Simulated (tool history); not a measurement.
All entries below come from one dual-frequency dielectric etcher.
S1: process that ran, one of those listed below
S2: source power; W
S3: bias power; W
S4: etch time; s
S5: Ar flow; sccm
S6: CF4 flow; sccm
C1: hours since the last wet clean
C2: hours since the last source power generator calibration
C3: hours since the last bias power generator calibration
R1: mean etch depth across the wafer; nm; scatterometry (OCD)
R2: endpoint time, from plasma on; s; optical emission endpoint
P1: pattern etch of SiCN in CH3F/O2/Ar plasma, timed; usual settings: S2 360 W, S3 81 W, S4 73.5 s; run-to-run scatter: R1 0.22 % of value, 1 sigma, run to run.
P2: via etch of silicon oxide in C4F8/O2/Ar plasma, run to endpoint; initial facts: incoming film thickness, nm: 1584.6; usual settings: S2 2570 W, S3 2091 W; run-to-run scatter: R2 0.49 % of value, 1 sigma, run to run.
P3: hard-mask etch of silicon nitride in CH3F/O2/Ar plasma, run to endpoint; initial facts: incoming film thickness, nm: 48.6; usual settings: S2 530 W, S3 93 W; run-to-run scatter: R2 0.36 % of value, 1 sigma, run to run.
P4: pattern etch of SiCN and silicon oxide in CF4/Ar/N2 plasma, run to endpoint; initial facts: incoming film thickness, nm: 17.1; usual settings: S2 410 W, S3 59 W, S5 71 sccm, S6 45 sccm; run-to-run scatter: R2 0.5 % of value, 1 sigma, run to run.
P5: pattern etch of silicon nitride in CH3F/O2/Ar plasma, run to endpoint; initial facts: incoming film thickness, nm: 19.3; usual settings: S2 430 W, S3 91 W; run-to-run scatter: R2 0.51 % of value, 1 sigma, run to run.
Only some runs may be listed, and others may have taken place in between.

| run | hour | S1 | S2 | S3 | S4 | S5 | S6 | C1 | C2 | C3 | R1 | R2 |
|---|---|---|---|---|---|---|---|---|---|---|---|---|
| 1 | 18.1 | P1 | 360 | 81 | 73.5 |  |  | 478.7 | 1877.2 | 437.2 | 28.063 |  |
| 2 | 27.8 | P1 | 360 | 81 | 73.5 |  |  | 488.4 | 1886.9 | 446.9 | 28.122 |  |
| 3 | 44.2 | P1 | 260 | 81 | 57.0 |  |  | 504.8 | 1903.3 | 463.3 | 19.304 |  |
| 4 | 58.8 | P4 | 280 | 59 |  | 71 | 45 | 519.4 | 1917.9 | 477.9 |  | 34.252 |
| 5 | 71.6 | P2 | 2570 | 1351 |  |  |  | 532.2 | 1930.7 | 490.7 |  | 312.670 |
| 6 | 82.0 | P1 | 360 | 97 | 40.5 |  |  | 542.6 | 1941.1 | 501.1 | 16.519 |  |
| 7 | 92.9 | P2 | 2570 | 2091 |  |  |  | 553.5 | 1952.0 | 512.0 |  | 279.490 |
| 8 | 111.2 | P1 | 360 | 81 | 73.5 |  |  | 571.8 | 1970.3 | 530.3 | 28.073 |  |
| 9 | 123.7 | P4 | 410 | 59 |  | 71 | 55 | 584.3 | 1982.8 | 542.8 |  | 23.469 |
| 10 | 141.3 | P5 | 430 | 91 |  |  |  | 601.9 | 2000.4 | 560.4 |  | 24.810 |
| 11 | 155.1 | P1 | 360 | 60 | 48.0 |  |  | 615.7 | 2014.2 | 574.2 | 16.510 |  |
| 12 | 163.0 | P1 | 360 | 81 | 90.0 |  |  | 623.6 | 2022.1 | 582.1 | 34.462 |  |
| 13 | 171.2 | P4 | 410 | 35 |  | 71 | 45 | 631.8 | 2030.3 | 590.3 |  | 28.935 |
| 14 | 185.2 | P2 | 3490 | 2091 |  |  |  | 645.8 | 2044.3 | 604.3 |  | 243.370 |
| 15 | 201.4 | P5 | 430 | 116 |  |  |  | 662.0 | 2060.5 | 620.5 |  | 22.856 |
| 16 | 212.1 | P1 | 360 | 81 | 73.5 |  |  | 672.7 | 2071.2 | 631.2 | 28.221 |  |
| 17 | 223.2 | P1 | 230 | 81 | 73.5 |  |  | 683.8 | 2082.3 | 642.3 | 23.751 |  |
| 18 | 235.9 | P5 | 430 | 91 |  |  |  | 696.5 | 2095.0 | 655.0 |  | 24.870 |
| 19 | 245.4 | P4 | 410 | 59 |  | 71 | 45 | 706.0 | 2104.5 | 664.5 |  | 24.240 |
| 20 | 256.8 | P1 | 480 | 81 | 73.5 |  |  | 717.4 | 2115.9 | 675.9 | 31.248 |  |
| 21 | 268.9 | P1 | 360 | 81 | 47.0 |  |  | 729.5 | 2128.0 | 688.0 | 17.987 |  |
| 22 | 285.2 | P5 | 600 | 91 |  |  |  | 745.8 | 2144.3 | 704.3 |  | 21.972 |
| 23 | 297.0 | P1 | 360 | 58 | 73.5 |  |  | 757.6 | 2156.1 | 716.1 | 24.916 |  |
|  | 308.3 | wet clean of the chamber |
| 24 | 311.6 | P3 | 750 | 93 |  |  |  | 3.4 | 2170.7 | 730.7 |  | 49.955 |
|  | 314.0 | source power generator calibrated |
| 25 | 326.7 | P4 | 410 | 59 |  | 99 | 45 | 18.5 | 12.7 | 745.8 |  | 25.787 |
| 26 | 342.7 | P1 | 360 | 81 | 73.5 |  |  | 34.5 | 28.7 | 761.8 | 28.131 |  |
| 27 | 360.0 | P1 | 360 | 106 | 73.5 |  |  | 51.8 | 46.0 | 779.1 | 31.112 |  |
| 28 | 368.1 | P1 | 360 | 81 | 73.5 |  |  | 59.9 | 54.1 | 787.2 | 28.166 |  |
| 29 | 384.7 | P3 | 530 | 93 |  |  |  | 76.5 | 70.7 | 803.8 |  | 56.507 |
| 30 | 393.5 | P1 | 360 | 81 | 73.5 |  |  | 85.3 | 79.5 | 812.6 | 28.051 |  |
| 31 | 404.5 | P3 | 530 | 126 |  |  |  | 96.3 | 90.5 | 823.6 |  | 50.735 |
| 32 | 417.5 | P1 | 360 | 81 | 73.5 |  |  | 109.3 | 103.5 | 836.6 | 28.051 |  |
| 33 | 425.9 | P1 | 360 | 81 | 73.5 |  |  | 117.7 | 111.9 | 845.0 | 28.005 |  |
| 34 | 437.3 | P1 | 360 | 81 | 73.5 |  |  | 129.1 | 123.3 | 856.4 | 27.811 |  |
| 35 | 447.0 | P1 | 360 | 81 | 73.5 |  |  | 138.8 | 133.0 | 866.1 | 27.724 |  |
| 36 | 456.6 | P1 | 360 | 81 | 73.5 |  |  | 148.4 | 142.6 | 875.7 | 27.769 |  |
| 37 | 471.8 | P1 | 360 | 81 | 73.5 |  |  | 163.6 | 157.8 | 890.9 | 27.833 |  |
|  | 479.9 | wet clean of the chamber |
| 38 | 488.9 | P1 | 360 | 81 | 73.5 |  |  | 9.1 | 174.9 | 908.0 | 27.706 |  |
| 39 | 500.5 | P1 | 360 | 81 | 73.5 |  |  | 20.7 | 186.5 | 919.6 | 27.781 |  |
| 40 | 510.9 | P1 | 360 | 81 | 73.5 |  |  | 31.1 | 196.9 | 930.0 | 27.772 |  |

P1 has crept away from where it was. The log is fitted equally well by each of these 2 causes, at the sizes shown:
A: bias power that arrives under what is set, % = 3.69
B: source power that arrives under what is set, % = 3.6
At approximately hour 417.5, the process output began to creep.
What rules out each remaining cause:
chamber walls in a state that lowers the etch rate, %: serviced after onset, at hour 479.9, with no recovery of the prior output

The list below offers 4 check runs, each averaging the results of 3 wafers, and shows each result as a question mark. For which of them would the listed causes give clearly different results?
| check 1 | 521.3 | P3 | 730 | 113 |  |  |  |  |  |  |  | ? |
| check 2 | 521.3 | P4 | 410 | 38 |  | 91 | 45 |  |  |  |  | ? |
| check 3 | 521.3 | P2 | 3470 | 1373 |  |  |  |  |  |  |  | ? |
| check 4 | 521.3 | P5 | 570 | 108 |  |  |  |  |  |  |  | ? |

How each check would come out, cause by cause:
| check | result | if A | if B |
|---|---|---|---|
| check 1 | R2 | 47.648 | 47.658 |
| check 2 | R2 | 29.584 | 30.215 |
| check 3 | R2 | 277.870 | 279.490 |
| check 4 | R2 | 21.268 | 21.269 |
Per-check spread between the two closest causes, in the result where they differ most: check 1 0.02 %; check 2 2.11 %; check 3 0.58 %; check 4 0.01 %
Check 2 is the one run that separates the causes; every other check would come out nearly the same whichever cause is at work.

Here is what check 2 returned: R2 30.217 s. Which cause is it?

It was cause B: source power that arrives under what is set, %.
